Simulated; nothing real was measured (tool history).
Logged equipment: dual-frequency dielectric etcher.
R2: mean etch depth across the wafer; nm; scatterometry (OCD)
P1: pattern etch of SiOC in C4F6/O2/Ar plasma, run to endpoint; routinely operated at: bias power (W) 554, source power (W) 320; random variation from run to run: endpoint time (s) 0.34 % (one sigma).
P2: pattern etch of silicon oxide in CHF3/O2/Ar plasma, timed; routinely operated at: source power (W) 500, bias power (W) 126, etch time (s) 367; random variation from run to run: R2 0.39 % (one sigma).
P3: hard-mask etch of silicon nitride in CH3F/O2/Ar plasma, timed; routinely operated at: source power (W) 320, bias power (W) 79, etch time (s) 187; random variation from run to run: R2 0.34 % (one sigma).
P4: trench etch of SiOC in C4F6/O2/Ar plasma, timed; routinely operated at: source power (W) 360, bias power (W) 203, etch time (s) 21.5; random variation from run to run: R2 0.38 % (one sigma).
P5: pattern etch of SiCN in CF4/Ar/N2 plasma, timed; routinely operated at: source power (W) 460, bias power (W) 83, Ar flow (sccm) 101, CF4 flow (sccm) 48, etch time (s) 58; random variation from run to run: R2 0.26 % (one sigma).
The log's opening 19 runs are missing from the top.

{"run": 20, "day": 5.975, "process that ran": "P1", "bias power (W)": 678, "source power (W)": 320, "endpoint time (s)": 16.832}
{"run": 21, "day": 6.358, "process that ran": "P5", "bias power (W)": 83, "source power (W)": 460, "etch time (s)": 86.5, "Ar flow (sccm)": 101, "CF4 flow (sccm)": 48, "R2": 76.762}
{"run": 22, "day": 6.746, "process that ran": "P1", "bias power (W)": 554, "source power (W)": 430, "endpoint time (s)": 16.37}
{"run": 23, "day": 6.967, "process that ran": "P4", "bias power (W)": 256, "source power (W)": 360, "etch time (s)": 21.5, "R2": 49.379}
{"run": 24, "day": 7.35, "process that ran": "P2", "bias power (W)": 92, "source power (W)": 500, "etch time (s)": 367, "R2": 561.85}
{"run": 25, "day": 7.575, "process that ran": "P1", "bias power (W)": 391, "source power (W)": 320, "endpoint time (s)": 20.879}
{"run": 26, "day": 7.942, "process that ran": "P5", "bias power (W)": 83, "source power (W)": 460, "etch time (s)": 58, "Ar flow (sccm)": 101, "CF4 flow (sccm)": 31, "R2": 48.202}
{"run": 27, "day": 8.246, "process that ran": "P1", "bias power (W)": 770, "source power (W)": 410, "endpoint time (s)": 14.551}
{"run": 28, "day": 8.512, "process that ran": "P1", "bias power (W)": 554, "source power (W)": 260, "endpoint time (s)": 19.662}
{"run": 29, "day": 8.842, "process that ran": "P2", "bias power (W)": 126, "source power (W)": 500, "etch time (s)": 367, "R2": 616.59}
{"run": 30, "day": 9.05, "process that ran": "P2", "bias power (W)": 126, "source power (W)": 340, "etch time (s)": 367, "R2": 526.7}
{"run": 31, "day": 9.371, "process that ran": "P1", "bias power (W)": 554, "source power (W)": 320, "endpoint time (s)": 18.294}
{"run": 32, "day": 9.758, "process that ran": "P1", "bias power (W)": 554, "source power (W)": 320, "endpoint time (s)": 18.098}
{"run": 33, "day": 10.058, "process that ran": "P1", "bias power (W)": 554, "source power (W)": 320, "endpoint time (s)": 18.074}
{"run": 34, "day": 10.371, "process that ran": "P1", "bias power (W)": 554, "source power (W)": 320, "endpoint time (s)": 18.087}
{"run": 35, "day": 10.6, "process that ran": "P1", "bias power (W)": 554, "source power (W)": 320, "endpoint time (s)": 18.083}
{"day": 10.883, "done": "wet clean of the chamber"}
{"run": 36, "day": 10.95, "process that ran": "P1", "bias power (W)": 554, "source power (W)": 320, "endpoint time (s)": 17.931}
{"run": 37, "day": 11.142, "process that ran": "P1", "bias power (W)": 554, "source power (W)": 320, "endpoint time (s)": 17.932}

What will run 38 give?
{"run": 38, "day": 11.525, "process that ran": "P1", "bias power (W)": 554, "source power (W)": 320, "endpoint time (s)": "?"}

endpoint time (s): 17.983
